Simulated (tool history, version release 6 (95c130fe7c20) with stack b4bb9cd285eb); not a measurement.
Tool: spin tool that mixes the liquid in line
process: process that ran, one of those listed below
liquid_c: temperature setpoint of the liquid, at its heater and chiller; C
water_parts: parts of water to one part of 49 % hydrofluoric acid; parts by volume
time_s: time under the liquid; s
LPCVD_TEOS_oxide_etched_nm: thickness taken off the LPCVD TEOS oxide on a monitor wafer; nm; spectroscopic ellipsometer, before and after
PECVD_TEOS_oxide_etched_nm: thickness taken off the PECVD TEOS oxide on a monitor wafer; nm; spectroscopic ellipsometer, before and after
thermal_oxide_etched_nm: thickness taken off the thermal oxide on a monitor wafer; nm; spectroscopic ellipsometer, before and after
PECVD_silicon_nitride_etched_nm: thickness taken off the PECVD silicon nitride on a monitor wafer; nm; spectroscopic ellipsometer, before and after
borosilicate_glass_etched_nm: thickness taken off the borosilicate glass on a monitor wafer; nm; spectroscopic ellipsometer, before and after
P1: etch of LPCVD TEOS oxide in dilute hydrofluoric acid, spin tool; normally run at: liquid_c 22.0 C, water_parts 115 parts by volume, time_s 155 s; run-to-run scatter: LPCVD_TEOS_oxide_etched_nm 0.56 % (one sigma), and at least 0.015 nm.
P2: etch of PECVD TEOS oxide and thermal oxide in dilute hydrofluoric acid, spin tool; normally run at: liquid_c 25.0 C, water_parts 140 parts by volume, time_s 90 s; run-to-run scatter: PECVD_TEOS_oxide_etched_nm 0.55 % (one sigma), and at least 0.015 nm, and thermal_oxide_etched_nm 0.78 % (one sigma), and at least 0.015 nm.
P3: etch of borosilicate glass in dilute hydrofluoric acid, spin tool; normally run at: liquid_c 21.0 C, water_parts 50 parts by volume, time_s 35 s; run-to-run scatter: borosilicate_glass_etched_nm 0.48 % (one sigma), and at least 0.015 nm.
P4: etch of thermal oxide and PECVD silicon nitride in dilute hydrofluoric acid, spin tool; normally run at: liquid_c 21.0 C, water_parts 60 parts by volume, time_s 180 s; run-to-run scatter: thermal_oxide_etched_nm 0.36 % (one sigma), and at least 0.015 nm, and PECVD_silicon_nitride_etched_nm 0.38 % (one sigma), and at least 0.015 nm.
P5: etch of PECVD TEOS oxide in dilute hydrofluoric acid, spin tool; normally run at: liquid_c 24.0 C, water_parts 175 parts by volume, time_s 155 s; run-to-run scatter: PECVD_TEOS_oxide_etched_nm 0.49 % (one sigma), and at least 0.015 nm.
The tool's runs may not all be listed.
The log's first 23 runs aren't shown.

| run | hour | process | liquid_c | water_parts | time_s | hours since the thermometer was replaced | hours since the hydrofluoric acid flow meter was replaced | LPCVD_TEOS_oxide_etched_nm | PECVD_TEOS_oxide_etched_nm | thermal_oxide_etched_nm | PECVD_silicon_nitride_etched_nm | borosilicate_glass_etched_nm |
|---|---|---|---|---|---|---|---|---|---|---|---|---|
| 24 | 149.0 | P5 | 24.0 | 320 | 155 | 345.2 | 429.2 |  | 3.5099 |  |  |  |
| 25 | 155.1 | P3 | 17.0 | 50 | 35 | 351.3 | 435.3 |  |  |  |  | 10.0710 |
|  | 156.8 | thermometer replaced |
| 26 | 159.8 | P1 | 28.0 | 210 | 155 | 3.1 | 440.0 | 15.3090 |  |  |  |  |
| 27 | 166.4 | P1 | 22.0 | 50 | 155 | 9.7 | 446.6 | 62.3600 |  |  |  |  |
| 28 | 173.8 | P2 | 25.0 | 140 | 15 | 17.1 | 454.0 |  | 3.0279 | 0.53351 |  |  |
| 29 | 180.0 | P1 | 26.0 | 115 | 155 | 23.3 | 460.2 | 29.1970 |  |  |  |  |
| 30 | 187.8 | P1 | 17.5 | 115 | 155 | 31.1 | 468.0 | 20.7280 |  |  |  |  |
| 31 | 193.1 | P2 | 25.0 | 205 | 90 | 36.4 | 473.3 |  | 11.4560 | 1.91290 |  |  |
| 32 | 200.2 | P4 | 21.0 | 60 | 180 | 43.5 | 480.4 |  |  | 12.82200 | 7.8455 |  |
| 33 | 209.2 | P4 | 21.0 | 60 | 40 | 52.5 | 489.4 |  |  | 2.87940 | 1.7509 |  |
| 34 | 218.1 | P1 | 22.0 | 115 | 155 | 61.4 | 498.3 | 24.9630 |  |  |  |  |
| 35 | 222.5 | P1 | 22.0 | 115 | 155 | 65.8 | 502.7 | 25.3980 |  |  |  |  |
| 36 | 231.4 | P1 | 22.0 | 115 | 155 | 74.7 | 511.6 | 25.9220 |  |  |  |  |
| 37 | 238.1 | P1 | 22.0 | 115 | 155 | 81.4 | 518.3 | 26.1300 |  |  |  |  |
| 38 | 245.8 | P1 | 22.0 | 115 | 155 | 89.1 | 526.0 | 26.4550 |  |  |  |  |
| 39 | 251.5 | P1 | 22.0 | 115 | 155 | 94.8 | 531.7 | 26.1300 |  |  |  |  |
| 40 | 258.5 | P1 | 22.0 | 115 | 155 | 101.8 | 538.7 | 26.8560 |  |  |  |  |
| 41 | 263.6 | P1 | 22.0 | 115 | 155 | 106.9 | 543.8 | 26.5220 |  |  |  |  |
| 42 | 269.8 | P1 | 22.0 | 115 | 155 | 113.1 | 550.0 | 26.9610 |  |  |  |  |

The next listed run, before its measurement:
| 43 | 274.6 | P1 | 22.0 | 115 | 155 | 117.9 | 554.8 | ? |  |  |  |  |

{"run 43": {"LPCVD_TEOS_oxide_etched_nm": 26.624}}
